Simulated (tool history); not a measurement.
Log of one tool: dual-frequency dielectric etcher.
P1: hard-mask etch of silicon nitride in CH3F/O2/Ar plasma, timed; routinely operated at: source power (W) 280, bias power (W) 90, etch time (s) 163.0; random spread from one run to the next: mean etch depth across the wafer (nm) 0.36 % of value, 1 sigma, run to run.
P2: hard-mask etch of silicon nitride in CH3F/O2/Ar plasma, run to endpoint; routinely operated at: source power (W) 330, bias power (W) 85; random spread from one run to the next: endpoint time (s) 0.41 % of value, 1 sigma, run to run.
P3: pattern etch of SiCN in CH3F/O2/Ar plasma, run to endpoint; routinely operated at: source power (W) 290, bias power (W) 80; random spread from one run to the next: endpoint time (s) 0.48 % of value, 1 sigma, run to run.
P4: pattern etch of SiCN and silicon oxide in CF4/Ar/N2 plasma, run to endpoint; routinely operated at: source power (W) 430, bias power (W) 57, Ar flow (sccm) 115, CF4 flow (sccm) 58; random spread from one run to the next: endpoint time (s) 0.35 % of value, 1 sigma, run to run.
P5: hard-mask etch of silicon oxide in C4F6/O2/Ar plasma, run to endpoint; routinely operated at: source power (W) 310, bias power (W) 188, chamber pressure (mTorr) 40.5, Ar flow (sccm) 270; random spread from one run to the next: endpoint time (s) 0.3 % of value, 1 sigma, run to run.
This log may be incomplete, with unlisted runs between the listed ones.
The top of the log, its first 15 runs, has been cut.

run   hour  process that ran  source power (W)  bias power (W)  etch time (s)  Ar flow (sccm)  CF4 flow (sccm)  chamber pressure (mTorr)  hours since the last wet clean  hours since the last source power generator calibration  hours since the last bias power generator calibration  mean etch depth across the wafer (nm)  endpoint time (s)
 16  221.1                P1               230              90          195.5                                                                                      403.5                                                   1025.3                                                 1504.6                                120.200
 17  230.4                P1               280              90          113.5                                                                                      412.8                                                   1034.6                                                 1513.9                                 75.256
 18  241.2                P4               430              57                            115               58                                                     423.6                                                   1045.4                                                 1524.7                                                    16.584
 19  252.7                P1               280              90          163.0                                                                                      435.1                                                   1056.9                                                 1536.2                                106.700
 20  271.0                P3               290              80                                                                                                     453.4                                                   1075.2                                                 1554.5                                                    23.482
 21  282.2                P1               280              90          163.0                                                                                      464.6                                                   1086.4                                                 1565.7                                107.860
 22  300.2                P1               210              90          163.0                                                                                      482.6                                                   1104.4                                                 1583.7                                 96.859
 23  311.6                P1               280              90          163.0                                                                                      494.0                                                   1115.8                                                 1595.1                                107.660
 24  322.0                P2               330              85                                                                                                     504.4                                                   1126.2                                                 1605.5                                                    65.863
 25  334.0                P4               430              57                            140               58                                                     516.4                                                   1138.2                                                 1617.5                                                    17.100
 26  343.4                P1               370              90          163.0                                                                                      525.8                                                   1147.6                                                 1626.9                                119.080
 27  359.6                P5               310             188                            270                                       40.5                           542.0                                                   1163.8                                                 1643.1                                                    70.971
 28  378.0                P5               190             188                            270                                       40.5                           560.4                                                   1182.2                                                 1661.5                                                    86.110
 29  396.5                P2               330              51                                                                                                     578.9                                                   1200.7                                                 1680.0                                                    78.140
 30  404.8                P3               400              80                                                                                                     587.2                                                   1209.0                                                 1688.3                                                    20.947
 31  417.3                P3               290              80                                                                                                     599.7                                                   1221.5                                                 1700.8                                                    23.585
 32  431.1                P5               310             188                            270                                       55.5                           613.5                                                   1235.3                                                 1714.6                                                    73.789
 33  441.8                P1               280              90          163.0                                                                                      624.2                                                   1246.0                                                 1725.3                                107.230
 34  453.8                P1               280              90          163.0                                                                                      636.2                                                   1258.0                                                 1737.3                                108.500
 35  465.6                P1               280              90          163.0                                                                                      648.0                                                   1269.8                                                 1749.1                                109.000
     479.5  -- wet clean of the chamber
 36  483.2                P1               280              90          163.0                                                                                        3.8                                                   1287.4                                                 1766.7                                108.500
 37  491.4                P1               280              90          163.0                                                                                       12.0                                                   1295.6                                                 1774.9                                109.650
 38  504.2                P1               280              90          163.0                                                                                       24.8                                                   1308.4                                                 1787.7                                109.250

Run 39 comes next. What will it give?
 39  514.1                P1               280              90          163.0                                                                                       34.7                                                   1318.3                                                 1797.6                                      ?

{"run 39": {"mean etch depth across the wafer (nm)": 109.61}}

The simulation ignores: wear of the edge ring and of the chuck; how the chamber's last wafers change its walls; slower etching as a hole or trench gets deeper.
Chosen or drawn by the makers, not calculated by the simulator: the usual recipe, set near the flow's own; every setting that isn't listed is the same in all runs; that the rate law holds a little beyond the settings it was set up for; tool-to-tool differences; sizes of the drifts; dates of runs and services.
